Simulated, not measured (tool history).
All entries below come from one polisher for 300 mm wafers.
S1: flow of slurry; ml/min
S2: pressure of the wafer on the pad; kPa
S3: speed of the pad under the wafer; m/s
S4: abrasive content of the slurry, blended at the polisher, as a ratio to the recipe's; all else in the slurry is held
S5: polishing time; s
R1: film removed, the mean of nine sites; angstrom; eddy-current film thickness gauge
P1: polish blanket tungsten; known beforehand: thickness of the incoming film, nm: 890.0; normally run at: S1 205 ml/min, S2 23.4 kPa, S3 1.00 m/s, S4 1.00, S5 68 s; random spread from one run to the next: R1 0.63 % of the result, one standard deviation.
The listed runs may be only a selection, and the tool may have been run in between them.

{"run": 1, "hour": 13.6, "S1": 205, "S2": 23.4, "S3": 1.0, "S4": 1.0, "S5": 68, "R1": 2647.8}
{"run": 2, "hour": 23.7, "S1": 205, "S2": 23.4, "S3": 1.5, "S4": 1.0, "S5": 68, "R1": 3976.8}
{"run": 3, "hour": 37.8, "S1": 205, "S2": 23.4, "S3": 1.0, "S4": 1.35, "S5": 68, "R1": 2873.4}
{"run": 4, "hour": 47.3, "S1": 205, "S2": 13.1, "S3": 0.72, "S4": 1.0, "S5": 68, "R1": 1069.8}
{"run": 5, "hour": 62.2, "S1": 205, "S2": 23.4, "S3": 1.0, "S4": 1.0, "S5": 68, "R1": 2640.8}
{"run": 6, "hour": 75.0, "S1": 205, "S2": 23.4, "S3": 1.0, "S4": 1.0, "S5": 68, "R1": 2624.5}
{"run": 7, "hour": 85.9, "S1": 205, "S2": 23.4, "S3": 1.0, "S4": 0.7, "S5": 68, "R1": 2459.9}
{"run": 8, "hour": 93.2, "S1": 205, "S2": 23.4, "S3": 1.0, "S4": 1.0, "S5": 68, "R1": 2654.3}
{"run": 9, "hour": 107.3, "S1": 305, "S2": 23.4, "S3": 1.0, "S4": 1.0, "S5": 68, "R1": 2778.2}
{"run": 10, "hour": 115.1, "S1": 205, "S2": 23.4, "S3": 1.0, "S4": 1.0, "S5": 94, "R1": 3669.7}
{"run": 11, "hour": 127.1, "S1": 205, "S2": 35.2, "S3": 1.0, "S4": 1.0, "S5": 68, "R1": 4013.6}
{"run": 12, "hour": 137.7, "S1": 205, "S2": 23.4, "S3": 0.54, "S4": 1.0, "S5": 68, "R1": 1450.1}
{"run": 13, "hour": 150.5, "S1": 125, "S2": 23.4, "S3": 1.0, "S4": 1.0, "S5": 68, "R1": 2461.6}
{"run": 14, "hour": 163.6, "S1": 205, "S2": 23.4, "S3": 1.38, "S4": 0.8, "S5": 68, "R1": 3482.1}
{"run": 15, "hour": 179.1, "S1": 205, "S2": 23.4, "S3": 1.0, "S4": 1.0, "S5": 31, "R1": 1212.0}
{"run": 16, "hour": 189.2, "S1": 205, "S2": 13.8, "S3": 1.0, "S4": 1.0, "S5": 68, "R1": 1563.4}
{"run": 17, "hour": 197.1, "S1": 205, "S2": 23.4, "S3": 1.0, "S4": 1.0, "S5": 68, "R1": 2650.0}
{"run": 18, "hour": 211.0, "S1": 205, "S2": 23.4, "S3": 1.0, "S4": 1.0, "S5": 68, "R1": 2688.4}
{"run": 19, "hour": 223.0, "S1": 205, "S2": 23.4, "S3": 1.0, "S4": 1.0, "S5": 68, "R1": 2588.7}
{"run": 20, "hour": 231.4, "S1": 205, "S2": 23.4, "S3": 1.0, "S4": 1.0, "S5": 68, "R1": 2534.4}
{"hour": 240.2, "done": "slurry blender recalibrated"}
{"hour": 242.1, "done": "worn pad replaced by a new one"}
{"run": 21, "hour": 245.2, "S1": 205, "S2": 23.4, "S3": 1.0, "S4": 1.0, "S5": 68, "R1": 2513.2}
{"hour": 248.5, "done": "slurry tank refilled with fresh slurry and peroxide"}
{"run": 22, "hour": 253.6, "S1": 205, "S2": 23.4, "S3": 1.0, "S4": 1.0, "S5": 68, "R1": 2490.0}
{"run": 23, "hour": 267.0, "S1": 205, "S2": 23.4, "S3": 1.0, "S4": 1.0, "S5": 68, "R1": 2454.3}
{"run": 24, "hour": 276.7, "S1": 205, "S2": 23.4, "S3": 1.0, "S4": 1.0, "S5": 68, "R1": 2449.9}

The output of P1 has drifted from where it used to be. Each of the 2 causes below, taken at the size shown beside it, accounts for the log equally well:
A: slurry flow missing at the pad, % = 36.9
B: head's pressure below its setpoint, % = 7.1
The onset of the drift is placed at about hour 211.0.
Every other cause this tool's parts could produce, and why it does not fit the log:
removal rate lost through wear of the pad, %: serviced after onset, at hour 242.1, with no recovery of the prior output
abrasive missing from the slurry, %: serviced after onset, at hour 240.2, with no recovery of the prior output
peroxide lost from the slurry, %: serviced after onset, at hour 248.5, with no recovery of the prior output

Consider the 4 check runs below, whose results appear as question marks and each of which averages 2 wafers. Which one distinguishes the causes, in that each cause would give it a clearly different result?
{"run": "check 1", "hour": 286.4, "S1": 205, "S2": 23.4, "S3": 1.0, "S4": 1.0, "S5": 91, "R1": "?"}
{"run": "check 2", "hour": 286.4, "S1": 205, "S2": 23.4, "S3": 1.0, "S4": 1.3, "S5": 68, "R1": "?"}
{"run": "check 3", "hour": 286.4, "S1": 125, "S2": 23.4, "S3": 1.0, "S4": 1.0, "S5": 68, "R1": "?"}
{"run": "check 4", "hour": 286.4, "S1": 205, "S2": 33.8, "S3": 1.0, "S4": 0.7, "S5": 68, "R1": "?"}

If the cause were each of the candidates in turn, the checks would give the following:
check=check_1 result=R1 if_A=3304.8 if_B=3304.4
check=check_2 result=R1 if_A=2629.6 if_B=2629.4
check=check_3 result=R1 if_A=2186.2 if_B=2278.6
check=check_4 result=R1 if_A=3275.9 if_B=3275.6
Smallest distance between any two causes, each pair judged by its most separating result, in per cent: check 1 0.01 %; check 2 0.01 %; check 3 4.14 %; check 4 0.01 %
The other checks would show nearly matching results whichever cause is true, so check 3 is the only one that separates the causes.

Then check 3 was run and gave: R1 2195.4 angstrom. Which cause is it?

It is A: slurry flow missing at the pad, %.
